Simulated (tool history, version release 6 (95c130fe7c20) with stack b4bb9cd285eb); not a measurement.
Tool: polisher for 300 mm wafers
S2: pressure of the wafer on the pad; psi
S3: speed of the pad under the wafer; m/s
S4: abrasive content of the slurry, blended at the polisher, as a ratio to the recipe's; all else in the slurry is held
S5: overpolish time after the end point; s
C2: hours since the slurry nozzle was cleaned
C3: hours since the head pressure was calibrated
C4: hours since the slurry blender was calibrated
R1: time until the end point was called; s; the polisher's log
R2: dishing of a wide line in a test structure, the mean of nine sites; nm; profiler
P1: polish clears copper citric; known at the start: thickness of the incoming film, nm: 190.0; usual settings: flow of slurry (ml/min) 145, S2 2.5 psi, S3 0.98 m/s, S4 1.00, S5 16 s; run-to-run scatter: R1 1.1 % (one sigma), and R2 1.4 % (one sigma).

run 1 hour=2.3 | flow_of_slurry_(ml/min)=145 S2=2.5 S3=0.98 S4=1.00 S5=16 | wafers_polished_on_this_pad=871 C2=329.2 C3=630.8 C4=23.3 | R1=92.795 R2=24.526
run 2 hour=6.0 | flow_of_slurry_(ml/min)=145 S2=2.5 S3=1.36 S4=1.00 S5=16 | wafers_polished_on_this_pad=903 C2=332.9 C3=634.5 C4=27.0 | R1=67.566 R2=33.335
run 3 hour=10.2 | flow_of_slurry_(ml/min)=145 S2=2.5 S3=0.98 S4=1.00 S5=16 | wafers_polished_on_this_pad=939 C2=337.1 C3=638.7 C4=31.2 | R1=92.405 R2=24.248
run 4 hour=12.7 | flow_of_slurry_(ml/min)=145 S2=2.5 S3=0.98 S4=1.00 S5=5 | wafers_polished_on_this_pad=961 C2=339.6 C3=641.2 C4=33.7 | R1=92.359 R2=8.364
run 5 hour=16.7 | flow_of_slurry_(ml/min)=145 S2=2.5 S3=0.98 S4=1.00 S5=16 | wafers_polished_on_this_pad=995 C2=343.6 C3=645.2 C4=37.7 | R1=92.400 R2=25.084
run 6 hour=19.8 | flow_of_slurry_(ml/min)=145 S2=2.5 S3=0.98 S4=0.60 S5=16 | wafers_polished_on_this_pad=1022 C2=346.7 C3=648.3 C4=40.8 | R1=101.060 R2=22.168
run 7 hour=22.9 | flow_of_slurry_(ml/min)=145 S2=2.5 S3=0.98 S4=1.00 S5=16 | wafers_polished_on_this_pad=1049 C2=349.8 C3=651.4 C4=43.9 | R1=90.566 R2=25.425
run 8 hour=27.6 | flow_of_slurry_(ml/min)=145 S2=2.5 S3=0.60 S4=1.00 S5=16 | wafers_polished_on_this_pad=1089 C2=354.5 C3=656.1 C4=48.6 | R1=145.160 R2=15.673
run 9 hour=30.7 | flow_of_slurry_(ml/min)=145 S2=2.5 S3=0.98 S4=1.00 S5=16 | wafers_polished_on_this_pad=1116 C2=357.6 C3=659.2 C4=51.7 | R1=90.808 R2=25.178
run 10 hour=35.2 | flow_of_slurry_(ml/min)=85 S2=2.5 S3=0.98 S4=1.00 S5=16 | wafers_polished_on_this_pad=1155 C2=362.1 C3=663.7 C4=56.2 | R1=103.400 R2=22.000
run 11 hour=38.2 | flow_of_slurry_(ml/min)=145 S2=2.5 S3=0.98 S4=1.00 S5=30 | wafers_polished_on_this_pad=1181 C2=365.1 C3=666.7 C4=59.2 | R1=89.579 R2=43.578
run 12 hour=42.0 | flow_of_slurry_(ml/min)=145 S2=2.5 S3=1.26 S4=0.80 S5=16 | wafers_polished_on_this_pad=1214 C2=368.9 C3=670.5 C4=63.0 | R1=76.377 R2=29.557
run 13 hour=44.9 | flow_of_slurry_(ml/min)=145 S2=1.4 S3=0.98 S4=1.00 S5=16 | wafers_polished_on_this_pad=1239 C2=371.8 C3=673.4 C4=65.9 | R1=158.410 R2=14.654
run 14 hour=49.8 | flow_of_slurry_(ml/min)=145 S2=2.5 S3=0.98 S4=1.00 S5=16 | wafers_polished_on_this_pad=1281 C2=376.7 C3=678.3 C4=70.8 | R1=92.245 R2=25.317
run 15 hour=52.9 | flow_of_slurry_(ml/min)=145 S2=2.5 S3=0.98 S4=1.00 S5=16 | wafers_polished_on_this_pad=1308 C2=379.8 C3=681.4 C4=73.9 | R1=91.767 R2=24.583
run 16 hour=56.5 | flow_of_slurry_(ml/min)=145 S2=2.5 S3=0.98 S4=1.35 S5=16 | wafers_polished_on_this_pad=1339 C2=383.4 C3=685.0 C4=77.5 | R1=86.432 R2=26.258
run 17 hour=60.9 | flow_of_slurry_(ml/min)=225 S2=2.5 S3=0.98 S4=1.00 S5=16 | wafers_polished_on_this_pad=1377 C2=387.8 C3=689.4 C4=81.9 | R1=86.922 R2=26.185
run 18 hour=63.4 | flow_of_slurry_(ml/min)=145 S2=3.9 S3=0.98 S4=1.00 S5=16 | wafers_polished_on_this_pad=1398 C2=390.3 C3=691.9 C4=84.4 | R1=59.815 R2=38.040
run 19 hour=66.5 | flow_of_slurry_(ml/min)=145 S2=2.5 S3=0.98 S4=1.00 S5=16 | wafers_polished_on_this_pad=1425 C2=393.4 C3=695.0 C4=87.5 | R1=91.027 R2=24.873
run 20 hour=69.2 | flow_of_slurry_(ml/min)=145 S2=2.5 S3=0.98 S4=1.00 S5=16 | wafers_polished_on_this_pad=1448 C2=396.1 C3=697.7 C4=90.2 | R1=93.465 R2=23.595
run 21 hour=72.5 | flow_of_slurry_(ml/min)=145 S2=2.5 S3=0.98 S4=1.00 S5=16 | wafers_polished_on_this_pad=1477 C2=399.4 C3=701.0 C4=93.5 | R1=98.311 R2=22.928
run 22 hour=76.3 | flow_of_slurry_(ml/min)=145 S2=2.5 S3=0.98 S4=1.00 S5=16 | wafers_polished_on_this_pad=1509 C2=403.2 C3=704.8 C4=97.3 | R1=98.211 R2=23.133
-- hour=78.7 slurry blender recalibrated
run 23 hour=80.2 | flow_of_slurry_(ml/min)=145 S2=2.5 S3=0.98 S4=1.00 S5=16 | wafers_polished_on_this_pad=1543 C2=407.1 C3=708.7 C4=1.6 | R1=99.055 R2=23.037

The next listed run, before its measurement:
-- hour=81.8 head pressure recalibrated
run 24 hour=83.8 | flow_of_slurry_(ml/min)=145 S2=2.5 S3=0.98 S4=1.00 S5=16 | wafers_polished_on_this_pad=1574 C2=410.7 C3=2.0 C4=5.2 | R1=? R2=?

Run 24 gave R1 100.440 s, R2 23.271 nm.
